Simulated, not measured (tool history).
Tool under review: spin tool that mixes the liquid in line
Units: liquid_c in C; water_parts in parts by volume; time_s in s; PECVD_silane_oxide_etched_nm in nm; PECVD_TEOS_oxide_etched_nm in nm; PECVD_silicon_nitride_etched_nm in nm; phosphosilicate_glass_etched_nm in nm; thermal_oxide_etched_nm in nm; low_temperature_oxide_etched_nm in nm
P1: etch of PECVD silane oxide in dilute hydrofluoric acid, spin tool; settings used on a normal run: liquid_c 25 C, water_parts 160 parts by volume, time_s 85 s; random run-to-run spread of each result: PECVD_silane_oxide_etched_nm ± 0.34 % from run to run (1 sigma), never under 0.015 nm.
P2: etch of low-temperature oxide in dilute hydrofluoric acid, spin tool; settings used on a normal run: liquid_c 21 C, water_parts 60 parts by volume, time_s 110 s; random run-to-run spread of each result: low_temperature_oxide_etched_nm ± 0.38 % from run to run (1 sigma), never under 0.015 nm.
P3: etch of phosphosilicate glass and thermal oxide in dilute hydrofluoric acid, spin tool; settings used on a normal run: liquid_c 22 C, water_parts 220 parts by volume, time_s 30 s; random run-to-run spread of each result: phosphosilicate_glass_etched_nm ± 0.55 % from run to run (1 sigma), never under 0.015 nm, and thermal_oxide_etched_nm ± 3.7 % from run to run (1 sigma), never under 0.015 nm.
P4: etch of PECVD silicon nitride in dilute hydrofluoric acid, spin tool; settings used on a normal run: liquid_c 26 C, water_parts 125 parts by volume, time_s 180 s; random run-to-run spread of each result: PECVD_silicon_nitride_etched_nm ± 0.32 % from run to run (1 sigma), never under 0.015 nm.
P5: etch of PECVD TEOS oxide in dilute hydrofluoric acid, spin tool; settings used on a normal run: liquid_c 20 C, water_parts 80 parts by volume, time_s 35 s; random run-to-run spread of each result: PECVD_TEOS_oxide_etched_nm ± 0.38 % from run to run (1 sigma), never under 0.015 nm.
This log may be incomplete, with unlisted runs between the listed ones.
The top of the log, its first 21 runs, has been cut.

run,hour,process,liquid_c,water_parts,time_s,hours since the thermometer was replaced,hours since the hydrofluoric acid flow meter was replaced,PECVD_silane_oxide_etched_nm,PECVD_TEOS_oxide_etched_nm,PECVD_silicon_nitride_etched_nm,phosphosilicate_glass_etched_nm,thermal_oxide_etched_nm,low_temperature_oxide_etched_nm
22,226,P1,25,160,155,42.9,431.9,26.601,,,,,
23,239.9,P1,25,160,25,56.8,445.8,4.2754,,,,,
24,247.8,P1,19.5,160,85,64.7,453.7,11.846,,,,,
25,257.3,P3,17,220,30,74.2,463.2,,,,7.7391,0.45919,
26,264.2,P1,25,160,85,81.1,470.1,14.648,,,,,
27,278.4,P2,29.5,60,110,95.3,484.3,,,,,,78.215
28,289.7,P5,17,80,35,106.6,495.6,,5.6187,,,,
29,296.2,P1,25,245,130,113.1,502.1,13.267,,,,,
30,304,P1,25,160,85,120.9,509.9,14.558,,,,,
31,315.5,P5,20,80,35,132.4,521.4,,6.3507,,,,

What will run 32 give?
32,327.3,P1,25,160,85,144.2,533.2,?,,,,,

Run 32 produced PECVD_silane_oxide_etched_nm 14.516 nm.
